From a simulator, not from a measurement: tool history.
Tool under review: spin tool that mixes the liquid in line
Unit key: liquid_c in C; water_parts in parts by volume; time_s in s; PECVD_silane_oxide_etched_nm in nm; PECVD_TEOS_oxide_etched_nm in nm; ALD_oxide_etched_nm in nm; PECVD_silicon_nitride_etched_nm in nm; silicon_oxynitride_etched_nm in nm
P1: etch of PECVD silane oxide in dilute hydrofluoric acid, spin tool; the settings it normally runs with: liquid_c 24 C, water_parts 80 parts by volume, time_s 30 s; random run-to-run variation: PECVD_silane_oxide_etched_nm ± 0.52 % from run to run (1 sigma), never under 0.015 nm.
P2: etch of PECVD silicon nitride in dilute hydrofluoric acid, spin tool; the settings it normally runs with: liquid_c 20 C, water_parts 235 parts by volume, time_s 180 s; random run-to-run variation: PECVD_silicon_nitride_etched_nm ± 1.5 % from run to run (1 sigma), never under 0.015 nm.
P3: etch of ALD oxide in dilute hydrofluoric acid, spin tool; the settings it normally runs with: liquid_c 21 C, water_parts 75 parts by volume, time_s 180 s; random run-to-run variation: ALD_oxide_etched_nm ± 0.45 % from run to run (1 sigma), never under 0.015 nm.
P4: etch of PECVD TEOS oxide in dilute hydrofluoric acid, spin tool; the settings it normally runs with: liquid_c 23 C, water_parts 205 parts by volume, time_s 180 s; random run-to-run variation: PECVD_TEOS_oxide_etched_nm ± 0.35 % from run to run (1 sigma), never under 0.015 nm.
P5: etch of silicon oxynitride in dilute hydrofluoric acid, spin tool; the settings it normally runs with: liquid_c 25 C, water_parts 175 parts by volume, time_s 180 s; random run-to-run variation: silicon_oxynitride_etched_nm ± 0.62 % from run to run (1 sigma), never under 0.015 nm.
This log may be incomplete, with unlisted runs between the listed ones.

run	day	process	liquid_c	water_parts	time_s	hours since the thermometer was replaced	hours since the hydrofluoric acid flow meter was replaced	PECVD_silane_oxide_etched_nm	PECVD_TEOS_oxide_etched_nm	ALD_oxide_etched_nm	PECVD_silicon_nitride_etched_nm	silicon_oxynitride_etched_nm
1	0.517	P1	24	80	30	807.8	766.7	5.8229				
2	1.092	P4	23	205	90	821.6	780.5		8.7308			
3	1.592	P1	18.5	80	30	833.6	792.5	4.6292				
4	2.117	P1	24	80	30	846.2	805.1	5.8153				
5	2.608	P3	21	75	260	858	816.9			48.734		
6	3.188	P1	24	80	30	871.9	830.8	5.8617				
7	3.892	P2	20	235	180	888.8	847.7				1.8836	
8	4.308	P1	24	80	30	898.8	857.7	5.8134				
9	4.796	P1	24	20	15	910.5	869.4	12.666				
10	5.475	P5	25	305	180	926.8	885.7					2.0976
11	6.129	P2	20	110	180	942.5	901.4				3.8097	
12	6.571	P2	17	235	180	953.1	912				1.5657	
13	7.292	P1	28.5	80	30	970.4	929.3	6.8848				
14	7.733	P3	21	75	180	981	939.9			33.708		
15	8.308	P1	24	80	60	994.8	953.7	11.687				
16	8.738	P3	28.5	75	180	1005.1	964			45.667		
17	9.125	P2	20	235	290	1014.4	973.3				2.9974	
18	9.712	P1	24	80	30	1028.5	987.4	5.8615				
19	10.217	P4	23	205	180	1040.6	999.5		17.626			
20	10.721	P5	25	175	180	1052.7	1011.6					4.0276
21	11.271	P4	23	205	180	1065.9	1024.8		17.548			
22	11.883	P4	23	50	180	1080.6	1039.5		85.76			
23	12.292	P1	24	80	30	1090.4	1049.3	5.7621				
24	12.858	P3	21	135	180	1104	1062.9			17.453		
25	13.612	P1	24	30	30	1122.1	1081	16.644				
26	14.221	P4	17	205	180	1136.7	1095.6		13.871			
27	14.604	P1	24	130	30	1145.9	1104.8	3.3631				
28	15.117	P5	25	175	285	1158.2	1117.1					6.3888
29	15.6	P1	24	80	15	1169.8	1128.7	2.9356				
30	16.033	P5	33	175	180	1180.2	1139.1					5.6856
31	16.771	P1	24	80	30	1197.9	1156.8	5.7593				
32	17.108	P1	24	80	30	1206	1164.9	6.0235				
33	17.475	P1	24	80	30	1214.8	1173.7	6.1301				
34	17.833	P1	24	80	30	1223.4	1182.3	6.1847				
35	18.45	P1	24	80	30	1238.2	1197.1	6.2347				
36	18.912	P1	24	80	30	1249.3	1208.2	6.3166				
37	19.425	P1	24	80	30	1261.6	1220.5	6.3293				

What P1 gives has crept away from where it was. These 2 causes fit the log equally well, each at the size given:
A: hydrofluoric acid flow above the setpoint (%) = 7.91
B: liquid hotter than its thermometer reads (K) = 2.1
Creep in the process output first set in at about day 16.771.

4 check runs are offered, each on 5 wafers whose results are averaged, their results left as question marks. Which one tells the causes apart?
check 1	19.938	P4	23	75	180				?			
check 2	19.938	P5	25	300	180							?
check 3	19.938	P2	17	235	180						?	
check 4	19.938	P3	27.5	75	180					?		

Outcome of each check run for each possible cause:
check	result	if A	if B
check 1	PECVD_TEOS_oxide_etched_nm	60.272	60.373
check 2	silicon_oxynitride_etched_nm	2.348	2.3367
check 3	PECVD_silicon_nitride_etched_nm	1.6222	1.7328
check 4	ALD_oxide_etched_nm	47.588	47.478
Distance between the nearest two causes, measured in the result of the check that separates them most: check 1 0.17 %; check 2 0.48 %; check 3 6.6 %; check 4 0.23 %
Check 3 distinguishes between the causes, while the remaining checks would return nearly the same result for all of them.

With check 3 done, the readings were: PECVD_silicon_nitride_etched_nm 1.6201 nm. Identify which of the listed causes applies.

The correct cause is A, namely: hydrofluoric acid flow above the setpoint (%).
